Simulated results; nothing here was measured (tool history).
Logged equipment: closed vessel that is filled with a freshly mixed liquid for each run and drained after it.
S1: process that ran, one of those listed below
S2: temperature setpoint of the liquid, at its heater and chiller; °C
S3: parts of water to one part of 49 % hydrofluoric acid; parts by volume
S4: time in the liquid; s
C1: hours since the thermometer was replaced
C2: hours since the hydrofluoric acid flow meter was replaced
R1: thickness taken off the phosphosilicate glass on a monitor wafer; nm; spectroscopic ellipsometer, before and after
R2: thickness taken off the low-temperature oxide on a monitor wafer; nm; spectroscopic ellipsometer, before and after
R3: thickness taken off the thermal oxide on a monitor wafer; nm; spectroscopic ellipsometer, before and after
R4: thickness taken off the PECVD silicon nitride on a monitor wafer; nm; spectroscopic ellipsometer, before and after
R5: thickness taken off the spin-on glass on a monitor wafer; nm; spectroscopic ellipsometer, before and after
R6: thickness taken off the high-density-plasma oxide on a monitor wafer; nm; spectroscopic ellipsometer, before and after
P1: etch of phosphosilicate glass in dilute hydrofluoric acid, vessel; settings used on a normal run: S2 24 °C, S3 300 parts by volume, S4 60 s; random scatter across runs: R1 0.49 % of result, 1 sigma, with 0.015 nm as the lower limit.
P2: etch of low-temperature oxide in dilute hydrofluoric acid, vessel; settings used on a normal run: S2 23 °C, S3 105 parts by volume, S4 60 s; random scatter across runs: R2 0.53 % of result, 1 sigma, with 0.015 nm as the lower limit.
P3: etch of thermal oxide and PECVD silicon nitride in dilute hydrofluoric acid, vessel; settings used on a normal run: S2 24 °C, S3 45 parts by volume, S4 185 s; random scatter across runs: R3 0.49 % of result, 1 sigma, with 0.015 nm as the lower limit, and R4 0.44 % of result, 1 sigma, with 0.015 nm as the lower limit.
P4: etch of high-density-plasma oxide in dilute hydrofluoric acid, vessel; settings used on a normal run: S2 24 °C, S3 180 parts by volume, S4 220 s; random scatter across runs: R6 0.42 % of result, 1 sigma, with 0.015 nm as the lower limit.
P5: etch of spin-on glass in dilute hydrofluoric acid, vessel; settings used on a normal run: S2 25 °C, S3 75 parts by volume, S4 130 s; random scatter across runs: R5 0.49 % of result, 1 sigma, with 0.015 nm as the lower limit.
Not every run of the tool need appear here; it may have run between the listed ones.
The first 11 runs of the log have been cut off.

| run | hour | S1 | S2 | S3 | S4 | C1 | C2 | R1 | R2 | R3 | R4 | R5 | R6 |
|---|---|---|---|---|---|---|---|---|---|---|---|---|---|
| 12 | 185 | P3 | 17 | 45 | 185 | 355 | 883.2 |  |  | 15.648 | 11.573 |  |  |
| 13 | 204.2 | P1 | 24 | 300 | 60 | 374.2 | 902.4 | 22.817 |  |  |  |  |  |
| 14 | 215.9 | P2 | 17 | 105 | 60 | 385.9 | 914.1 |  | 7.6614 |  |  |  |  |
| 15 | 224.9 | P2 | 23 | 105 | 60 | 394.9 | 923.1 |  | 9.6366 |  |  |  |  |
| 16 | 239.8 | P4 | 32 | 180 | 220 | 409.8 | 938 |  |  |  |  |  | 7.5515 |
| 17 | 254.4 | P3 | 24 | 45 | 30 | 424.4 | 952.6 |  |  | 3.4775 | 3.0046 |  |  |
| 18 | 266.5 | P1 | 24 | 300 | 60 | 436.5 | 964.7 | 22.704 |  |  |  |  |  |
| 19 | 278.6 | P1 | 24 | 300 | 35 | 448.6 | 976.8 | 13.238 |  |  |  |  |  |
| 20 | 297.7 | P5 | 25 | 75 | 130 | 467.7 | 995.9 |  |  |  |  | 54.158 |  |
| 21 | 312.2 | P1 | 17 | 300 | 60 | 482.2 | 1010.4 | 17.435 |  |  |  |  |  |
| 22 | 328.1 | P2 | 23 | 105 | 105 | 498.1 | 1026.3 |  | 16.79 |  |  |  |  |
| 23 | 345.8 | P5 | 25 | 75 | 30 | 515.8 | 1044 |  |  |  |  | 12.413 |  |
| 24 | 355.4 | P3 | 24 | 45 | 185 | 525.4 | 1053.6 |  |  | 21.177 | 18.933 |  |  |
| 25 | 367.5 | P4 | 24 | 180 | 395 | 537.5 | 1065.7 |  |  |  |  |  | 10.182 |
| 26 | 381.3 | P1 | 24 | 300 | 60 | 551.3 | 1079.5 | 22.572 |  |  |  |  |  |
| 27 | 400.7 | P3 | 24 | 45 | 185 | 570.7 | 1098.9 |  |  | 21.228 | 18.71 |  |  |
| 28 | 412.6 | P1 | 24 | 95 | 90 | 582.6 | 1110.8 | 132.66 |  |  |  |  |  |
| 29 | 430.3 | P4 | 24 | 320 | 220 | 600.3 | 1128.5 |  |  |  |  |  | 2.767 |
| 30 | 445.9 | P1 | 29.5 | 300 | 60 | 615.9 | 1144.1 | 26.968 |  |  |  |  |  |

Run 31 has not been measured yet. What should we expect?
| 31 | 464.5 | P4 | 24 | 180 | 220 | 634.5 | 1162.7 |  |  |  |  |  | ? |

{"run 31": {"R6": 5.7109}}

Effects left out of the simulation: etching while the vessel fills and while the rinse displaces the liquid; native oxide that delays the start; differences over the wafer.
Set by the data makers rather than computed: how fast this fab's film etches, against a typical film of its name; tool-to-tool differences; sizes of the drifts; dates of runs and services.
